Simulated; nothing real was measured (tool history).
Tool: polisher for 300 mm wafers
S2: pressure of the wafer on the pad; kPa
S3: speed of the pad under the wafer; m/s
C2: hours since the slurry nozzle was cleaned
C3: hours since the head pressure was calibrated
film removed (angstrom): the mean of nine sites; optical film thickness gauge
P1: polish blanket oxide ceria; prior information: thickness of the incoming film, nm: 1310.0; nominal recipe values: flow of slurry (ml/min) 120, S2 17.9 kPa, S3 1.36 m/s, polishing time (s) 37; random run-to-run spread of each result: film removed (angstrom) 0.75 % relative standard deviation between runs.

run 1 hour=4.8 | flow_of_slurry_(ml/min)=120 S2=17.9 S3=1.36 polishing_time_(s)=37 | wafers_polished_on_this_pad=653 C2=596.8 C3=785.7 | film_removed_(angstrom)=1839.60
run 2 hour=9.9 | flow_of_slurry_(ml/min)=120 S2=28.3 S3=1.36 polishing_time_(s)=37 | wafers_polished_on_this_pad=705 C2=601.9 C3=790.8 | film_removed_(angstrom)=2865.30
run 3 hour=14.9 | flow_of_slurry_(ml/min)=70 S2=17.9 S3=1.36 polishing_time_(s)=37 | wafers_polished_on_this_pad=756 C2=606.9 C3=795.8 | film_removed_(angstrom)=1603.20
run 4 hour=19.8 | flow_of_slurry_(ml/min)=120 S2=17.9 S3=1.36 polishing_time_(s)=37 | wafers_polished_on_this_pad=806 C2=611.8 C3=800.7 | film_removed_(angstrom)=1832.80
run 5 hour=24.6 | flow_of_slurry_(ml/min)=120 S2=17.9 S3=1.36 polishing_time_(s)=37 | wafers_polished_on_this_pad=854 C2=616.6 C3=805.5 | film_removed_(angstrom)=1838.60
run 6 hour=32.2 | flow_of_slurry_(ml/min)=120 S2=17.9 S3=1.36 polishing_time_(s)=37 | wafers_polished_on_this_pad=932 C2=624.2 C3=813.1 | film_removed_(angstrom)=1845.20
run 7 hour=35.9 | flow_of_slurry_(ml/min)=185 S2=17.9 S3=1.36 polishing_time_(s)=37 | wafers_polished_on_this_pad=970 C2=627.9 C3=816.8 | film_removed_(angstrom)=1961.90
run 8 hour=39.7 | flow_of_slurry_(ml/min)=120 S2=13.1 S3=0.62 polishing_time_(s)=37 | wafers_polished_on_this_pad=1008 C2=631.7 C3=820.6 | film_removed_(angstrom)=617.81
run 9 hour=45.7 | flow_of_slurry_(ml/min)=120 S2=17.9 S3=0.62 polishing_time_(s)=37 | wafers_polished_on_this_pad=1069 C2=637.7 C3=826.6 | film_removed_(angstrom)=837.76
run 10 hour=49.8 | flow_of_slurry_(ml/min)=120 S2=17.9 S3=1.36 polishing_time_(s)=46 | wafers_polished_on_this_pad=1111 C2=641.8 C3=830.7 | film_removed_(angstrom)=2258.80
run 11 hour=57.2 | flow_of_slurry_(ml/min)=120 S2=24.1 S3=0.86 polishing_time_(s)=37 | wafers_polished_on_this_pad=1186 C2=649.2 C3=838.1 | film_removed_(angstrom)=1551.60
run 12 hour=62.8 | flow_of_slurry_(ml/min)=120 S2=13.1 S3=1.36 polishing_time_(s)=37 | wafers_polished_on_this_pad=1243 C2=654.8 C3=843.7 | film_removed_(angstrom)=1356.20
run 13 hour=70.1 | flow_of_slurry_(ml/min)=175 S2=17.9 S3=1.36 polishing_time_(s)=49 | wafers_polished_on_this_pad=1318 C2=662.1 C3=851.0 | film_removed_(angstrom)=2551.70
run 14 hour=75.3 | flow_of_slurry_(ml/min)=120 S2=17.9 S3=1.72 polishing_time_(s)=37 | wafers_polished_on_this_pad=1371 C2=667.3 C3=856.2 | film_removed_(angstrom)=2311.80
run 15 hour=82.8 | flow_of_slurry_(ml/min)=120 S2=17.9 S3=1.36 polishing_time_(s)=18 | wafers_polished_on_this_pad=1447 C2=674.8 C3=863.7 | film_removed_(angstrom)=897.57
run 16 hour=89.9 | flow_of_slurry_(ml/min)=120 S2=17.9 S3=1.36 polishing_time_(s)=37 | wafers_polished_on_this_pad=1519 C2=681.9 C3=870.8 | film_removed_(angstrom)=1824.70
run 17 hour=97.0 | flow_of_slurry_(ml/min)=120 S2=17.9 S3=1.36 polishing_time_(s)=37 | wafers_polished_on_this_pad=1592 C2=689.0 C3=877.9 | film_removed_(angstrom)=1845.10
run 18 hour=102.5 | flow_of_slurry_(ml/min)=120 S2=17.9 S3=1.36 polishing_time_(s)=37 | wafers_polished_on_this_pad=1648 C2=694.5 C3=883.4 | film_removed_(angstrom)=1821.50
run 19 hour=105.9 | flow_of_slurry_(ml/min)=120 S2=17.9 S3=1.36 polishing_time_(s)=37 | wafers_polished_on_this_pad=1682 C2=697.9 C3=886.8 | film_removed_(angstrom)=1772.30
run 20 hour=112.9 | flow_of_slurry_(ml/min)=120 S2=17.9 S3=1.36 polishing_time_(s)=37 | wafers_polished_on_this_pad=1754 C2=704.9 C3=893.8 | film_removed_(angstrom)=1714.60
-- hour=118.0 head pressure recalibrated
run 21 hour=118.2 | flow_of_slurry_(ml/min)=120 S2=17.9 S3=1.36 polishing_time_(s)=37 | wafers_polished_on_this_pad=1808 C2=710.2 C3=0.2 | film_removed_(angstrom)=1723.00
run 22 hour=123.9 | flow_of_slurry_(ml/min)=120 S2=17.9 S3=1.36 polishing_time_(s)=37 | wafers_polished_on_this_pad=1866 C2=715.9 C3=5.9 | film_removed_(angstrom)=1710.20
run 23 hour=128.9 | flow_of_slurry_(ml/min)=120 S2=17.9 S3=1.36 polishing_time_(s)=37 | wafers_polished_on_this_pad=1917 C2=720.9 C3=10.9 | film_removed_(angstrom)=1671.10
run 24 hour=136.0 | flow_of_slurry_(ml/min)=120 S2=17.9 S3=1.36 polishing_time_(s)=37 | wafers_polished_on_this_pad=1989 C2=728.0 C3=18.0 | film_removed_(angstrom)=1681.30
run 25 hour=142.0 | flow_of_slurry_(ml/min)=120 S2=17.9 S3=1.36 polishing_time_(s)=37 | wafers_polished_on_this_pad=2050 C2=734.0 C3=24.0 | film_removed_(angstrom)=1682.70
run 26 hour=145.3 | flow_of_slurry_(ml/min)=120 S2=17.9 S3=1.36 polishing_time_(s)=37 | wafers_polished_on_this_pad=2084 C2=737.3 C3=27.3 | film_removed_(angstrom)=1697.00
run 27 hour=150.1 | flow_of_slurry_(ml/min)=120 S2=17.9 S3=1.36 polishing_time_(s)=37 | wafers_polished_on_this_pad=2133 C2=742.1 C3=32.1 | film_removed_(angstrom)=1675.20

The output of P1 has drifted from where it used to be. Each of the 2 causes below, taken at the size shown beside it, accounts for the log equally well:
A: slurry flow missing at the pad, % = 29.8
B: removal rate lost through wear of the pad, % = 8.42
The drift started at roughly hour 97.0.
What rules out each remaining cause:
head's pressure below its setpoint, %: work on it at hour 118.0, done after the drift set in, did not restore what the process gave before

The list below offers 4 check runs, each averaging the results of 5 wafers, and shows each result as a question mark. For which of them would the listed causes give clearly different results?
run check 1 hour=154.9 | flow_of_slurry_(ml/min)=120 S2=26.9 S3=1.36 polishing_time_(s)=37 | film_removed_(angstrom)=?
run check 2 hour=154.9 | flow_of_slurry_(ml/min)=120 S2=17.9 S3=0.62 polishing_time_(s)=37 | film_removed_(angstrom)=?
run check 3 hour=154.9 | flow_of_slurry_(ml/min)=170 S2=17.9 S3=1.36 polishing_time_(s)=37 | film_removed_(angstrom)=?
run check 4 hour=154.9 | flow_of_slurry_(ml/min)=120 S2=13.8 S3=1.36 polishing_time_(s)=22 | film_removed_(angstrom)=?

Predicted outcomes, by check and by cause:
check=check_1 result=film_removed_(angstrom) if_A=2521.00 if_B=2520.80
check=check_2 result=film_removed_(angstrom) if_A=766.20 if_B=766.12
check=check_3 result=film_removed_(angstrom) if_A=1832.90 if_B=1789.80
check=check_4 result=film_removed_(angstrom) if_A=768.71 if_B=768.64
Per-check spread between the two closest causes, in the result where they differ most: check 1 0.01 %; check 2 0.01 %; check 3 2.38 %; check 4 0.01 %
Check 3 is the one run that separates the causes; every other check would come out nearly the same whichever cause is at work.

After running check 3, the following was obtained: film removed (angstrom) 1835.40. Which cause does this point to?

It is A: slurry flow missing at the pad, %.

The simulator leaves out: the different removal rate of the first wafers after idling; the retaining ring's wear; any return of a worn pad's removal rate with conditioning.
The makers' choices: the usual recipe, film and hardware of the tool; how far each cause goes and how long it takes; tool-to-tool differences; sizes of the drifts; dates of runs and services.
